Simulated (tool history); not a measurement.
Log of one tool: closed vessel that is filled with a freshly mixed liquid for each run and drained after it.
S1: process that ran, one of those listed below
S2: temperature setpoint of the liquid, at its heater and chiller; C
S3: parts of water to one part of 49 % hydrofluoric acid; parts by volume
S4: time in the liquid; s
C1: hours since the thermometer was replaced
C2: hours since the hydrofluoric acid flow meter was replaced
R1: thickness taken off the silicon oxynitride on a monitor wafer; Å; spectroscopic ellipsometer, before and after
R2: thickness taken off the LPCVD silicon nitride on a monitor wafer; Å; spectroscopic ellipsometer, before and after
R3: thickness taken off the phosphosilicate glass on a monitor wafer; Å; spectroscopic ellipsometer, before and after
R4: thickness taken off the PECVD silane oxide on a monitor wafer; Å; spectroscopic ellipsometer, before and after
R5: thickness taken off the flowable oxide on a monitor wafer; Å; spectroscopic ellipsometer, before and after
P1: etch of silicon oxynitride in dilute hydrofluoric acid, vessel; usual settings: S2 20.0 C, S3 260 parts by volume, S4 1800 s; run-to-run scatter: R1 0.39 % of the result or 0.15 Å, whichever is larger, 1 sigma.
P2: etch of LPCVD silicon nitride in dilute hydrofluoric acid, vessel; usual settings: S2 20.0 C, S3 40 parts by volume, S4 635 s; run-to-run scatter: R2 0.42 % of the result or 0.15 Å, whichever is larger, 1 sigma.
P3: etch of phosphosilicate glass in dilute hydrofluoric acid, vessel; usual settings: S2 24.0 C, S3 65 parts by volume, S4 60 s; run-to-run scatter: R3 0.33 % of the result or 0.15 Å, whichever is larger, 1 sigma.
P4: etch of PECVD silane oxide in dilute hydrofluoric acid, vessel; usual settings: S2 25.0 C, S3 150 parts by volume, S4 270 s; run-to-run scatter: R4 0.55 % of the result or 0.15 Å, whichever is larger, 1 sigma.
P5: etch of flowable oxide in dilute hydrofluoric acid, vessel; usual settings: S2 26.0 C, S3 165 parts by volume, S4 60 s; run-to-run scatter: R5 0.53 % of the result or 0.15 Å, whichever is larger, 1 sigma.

| run | hour | S1 | S2 | S3 | S4 | C1 | C2 | R1 | R2 | R3 | R4 | R5 |
|---|---|---|---|---|---|---|---|---|---|---|---|---|
| 1 | 13.7 | P1 | 20.0 | 260 | 1800 | 125.8 | 1399.1 | 75.020 |  |  |  |  |
| 2 | 30.8 | P1 | 20.0 | 260 | 1800 | 142.9 | 1416.2 | 74.845 |  |  |  |  |
| 3 | 45.0 | P2 | 28.0 | 40 | 635 | 157.1 | 1430.4 |  | 110.230 |  |  |  |
| 4 | 62.3 | P3 | 17.0 | 65 | 60 | 174.4 | 1447.7 |  |  | 1034.60 |  |  |
| 5 | 72.3 | P1 | 20.0 | 130 | 1800 | 184.4 | 1457.7 | 163.180 |  |  |  |  |
| 6 | 89.4 | P1 | 24.0 | 260 | 1800 | 201.5 | 1474.8 | 88.959 |  |  |  |  |
| 7 | 103.7 | P4 | 29.5 | 150 | 270 | 215.8 | 1489.1 |  |  |  | 355.08 |  |
|  | 111.3 | thermometer replaced |
| 8 | 120.3 | P1 | 20.0 | 260 | 3160 | 9.0 | 1505.7 | 130.360 |  |  |  |  |
| 9 | 135.3 | P1 | 20.0 | 260 | 1800 | 24.0 | 1520.7 | 74.145 |  |  |  |  |
| 10 | 150.6 | P2 | 20.0 | 40 | 635 | 39.3 | 1536.0 |  | 63.895 |  |  |  |
| 11 | 169.3 | P5 | 26.0 | 165 | 30 | 58.0 | 1554.7 |  |  |  |  | 55.798 |
| 12 | 187.0 | P1 | 20.0 | 260 | 1800 | 75.7 | 1572.4 | 74.105 |  |  |  |  |
| 13 | 203.6 | P4 | 25.0 | 150 | 270 | 92.3 | 1589.0 |  |  |  | 300.52 |  |
| 14 | 212.5 | P1 | 20.0 | 260 | 250 | 101.2 | 1597.9 | 10.325 |  |  |  |  |
| 15 | 229.0 | P5 | 19.0 | 165 | 60 | 117.7 | 1614.4 |  |  |  |  | 85.884 |
| 16 | 240.3 | P5 | 26.0 | 165 | 60 | 129.0 | 1625.7 |  |  |  |  | 111.160 |
| 17 | 257.8 | P2 | 20.0 | 40 | 345 | 146.5 | 1643.2 |  | 34.561 |  |  |  |
| 18 | 269.7 | P5 | 26.0 | 165 | 60 | 158.4 | 1655.1 |  |  |  |  | 111.090 |
| 19 | 282.0 | P3 | 24.0 | 65 | 30 | 170.7 | 1667.4 |  |  | 695.85 |  |  |
| 20 | 295.9 | P3 | 24.0 | 35 | 60 | 184.6 | 1681.3 |  |  | 2673.00 |  |  |
| 21 | 305.6 | P1 | 20.0 | 260 | 1800 | 194.3 | 1691.0 | 74.472 |  |  |  |  |
| 22 | 322.5 | P4 | 25.0 | 85 | 270 | 211.2 | 1707.9 |  |  |  | 578.60 |  |
| 23 | 331.6 | P1 | 24.5 | 90 | 1800 | 220.3 | 1717.0 | 299.900 |  |  |  |  |
| 24 | 350.8 | P1 | 20.0 | 420 | 1800 | 239.5 | 1736.2 | 41.607 |  |  |  |  |
| 25 | 362.2 | P2 | 20.0 | 20 | 635 | 250.9 | 1747.6 |  | 122.770 |  |  |  |
| 26 | 375.4 | P4 | 25.0 | 150 | 540 | 264.1 | 1760.8 |  |  |  | 599.03 |  |
| 27 | 388.1 | P5 | 26.0 | 295 | 60 | 276.8 | 1773.5 |  |  |  |  | 54.395 |
| 28 | 397.8 | P4 | 25.0 | 150 | 270 | 286.5 | 1783.2 |  |  |  | 301.04 |  |
| 29 | 416.0 | P1 | 20.0 | 65 | 3175 | 304.7 | 1801.4 | 601.620 |  |  |  |  |
| 30 | 431.6 | P1 | 17.0 | 260 | 1800 | 320.3 | 1817.0 | 64.834 |  |  |  |  |
| 31 | 441.1 | P3 | 24.0 | 65 | 60 | 329.8 | 1826.5 |  |  | 1391.10 |  |  |
| 32 | 450.0 | P1 | 20.0 | 260 | 1800 | 338.7 | 1835.4 | 73.857 |  |  |  |  |
| 33 | 459.1 | P1 | 20.0 | 260 | 1800 | 347.8 | 1844.5 | 76.584 |  |  |  |  |
| 34 | 478.3 | P1 | 20.0 | 260 | 1800 | 367.0 | 1863.7 | 78.789 |  |  |  |  |
| 35 | 496.0 | P1 | 20.0 | 260 | 1800 | 384.7 | 1881.4 | 79.229 |  |  |  |  |
| 36 | 509.7 | P1 | 20.0 | 260 | 1800 | 398.4 | 1895.1 | 79.111 |  |  |  |  |
| 37 | 518.1 | P1 | 20.0 | 260 | 1800 | 406.8 | 1903.5 | 79.327 |  |  |  |  |
| 38 | 528.2 | P1 | 20.0 | 260 | 1800 | 416.9 | 1913.6 | 79.763 |  |  |  |  |

What P1 gives has crept away from where it was. These 2 causes fit the log equally well, each at the size given:
A: hydrofluoric acid flow above the setpoint (%) = 5.67
B: liquid hotter than its thermometer reads (K) = 1.43
The creep began at about hour 450.0.

4 check runs are offered, one wafer each, their results left as question marks. Which one tells the causes apart?
| check 1 | 538.3 | P3 | 24.0 | 65 | 60 |  |  |  |  | ? |  |  |
| check 2 | 538.3 | P5 | 26.0 | 165 | 60 |  |  |  |  |  |  | ? |
| check 3 | 538.3 | P2 | 20.0 | 40 | 635 |  |  |  | ? |  |  |  |
| check 4 | 538.3 | P4 | 25.0 | 150 | 270 |  |  |  |  |  | ? |  |

What each check would give under each cause:
| check | result | if A | if B |
|---|---|---|---|
| check 1 | R3 | 1471.70 | 1468.90 |
| check 2 | R5 | 119.130 | 117.590 |
| check 3 | R2 | 67.418 | 70.575 |
| check 4 | R4 | 320.07 | 316.60 |
How far apart the two closest causes lie, in the result that separates them most: check 1 0.19 %; check 2 1.3 %; check 3 4.58 %; check 4 1.09 %
Check 3 tells the causes apart: in the others they would give nearly the same result.

Check 3 was then run and gave: R2 67.445 Å. Which cause is it?

It is A: hydrofluoric acid flow above the setpoint (%).
